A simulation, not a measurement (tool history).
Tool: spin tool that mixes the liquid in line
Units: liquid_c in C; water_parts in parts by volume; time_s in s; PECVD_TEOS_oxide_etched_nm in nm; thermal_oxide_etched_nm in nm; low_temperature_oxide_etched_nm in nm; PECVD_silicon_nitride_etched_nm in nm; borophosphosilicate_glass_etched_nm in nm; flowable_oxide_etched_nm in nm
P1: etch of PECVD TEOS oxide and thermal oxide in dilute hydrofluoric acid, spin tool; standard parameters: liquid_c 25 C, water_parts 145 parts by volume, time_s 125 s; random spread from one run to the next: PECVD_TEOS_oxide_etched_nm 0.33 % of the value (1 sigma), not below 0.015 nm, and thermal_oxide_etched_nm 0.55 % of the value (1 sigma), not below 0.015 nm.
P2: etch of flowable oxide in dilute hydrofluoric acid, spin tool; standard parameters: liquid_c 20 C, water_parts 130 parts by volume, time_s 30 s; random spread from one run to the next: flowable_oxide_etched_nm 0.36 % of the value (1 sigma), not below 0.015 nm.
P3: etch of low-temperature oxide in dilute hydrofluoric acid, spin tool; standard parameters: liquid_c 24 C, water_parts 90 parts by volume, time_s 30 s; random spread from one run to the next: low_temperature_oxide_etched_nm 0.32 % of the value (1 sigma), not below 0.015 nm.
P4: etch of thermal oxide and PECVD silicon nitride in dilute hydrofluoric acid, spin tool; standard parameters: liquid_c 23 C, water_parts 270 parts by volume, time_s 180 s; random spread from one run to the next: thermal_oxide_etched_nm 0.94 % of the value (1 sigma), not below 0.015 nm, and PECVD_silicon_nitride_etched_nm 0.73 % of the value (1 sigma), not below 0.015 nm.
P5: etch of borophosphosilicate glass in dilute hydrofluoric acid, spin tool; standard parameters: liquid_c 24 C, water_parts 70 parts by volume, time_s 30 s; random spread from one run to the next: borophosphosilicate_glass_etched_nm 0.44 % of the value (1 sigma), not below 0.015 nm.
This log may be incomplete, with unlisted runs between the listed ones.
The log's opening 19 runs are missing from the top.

run    day  process  liquid_c  water_parts  time_s  hours since the thermometer was replaced  hours since the hydrofluoric acid flow meter was replaced  PECVD_TEOS_oxide_etched_nm  thermal_oxide_etched_nm  low_temperature_oxide_etched_nm  PECVD_silicon_nitride_etched_nm  borophosphosilicate_glass_etched_nm  flowable_oxide_etched_nm
 20  3.104       P2      24.5          130      30                                     330.8                                                      727.2                                                                                                                                                                                15.906
 21  3.283       P2        20          130      15                                     335.1                                                      731.5                                                                                                                                                                                6.6236
 22  3.388       P4        23          270     180                                     337.6                                                        734                                               2.4965                                                            3.7254
 23  3.583       P2        20          130      30                                     342.3                                                      738.7                                                                                                                                                                                13.401
 24  3.758       P1        30          145     175                                     346.5                                                      742.9                      22.125                    6.653
 25  3.879       P5      19.5           70      30                                     349.4                                                      745.8                                                                                                                                                       13.76
 26      4       P5        24           70      30                                     352.3                                                      748.7                                                                                                                                                      16.606
 27  4.104       P1        25          145     125                                     354.8                                                      751.2                      13.205                    4.046
 28  4.296       P1        25          145     210                                     359.4                                                      755.8                      22.156                   6.6257
 29  4.396       P1        25          145     125                                     361.8                                                      758.2                       13.22                   3.9902
 30  4.579       P1      18.5          145     125                                     366.2                                                      762.6                      10.256                   3.1386

Forecast run 31:
 31  4.779       P2        20          205      30                                       371                                                      767.4                                                                                                                                                                                     ?

Run 31 gave flowable_oxide_etched_nm 7.8517 nm.
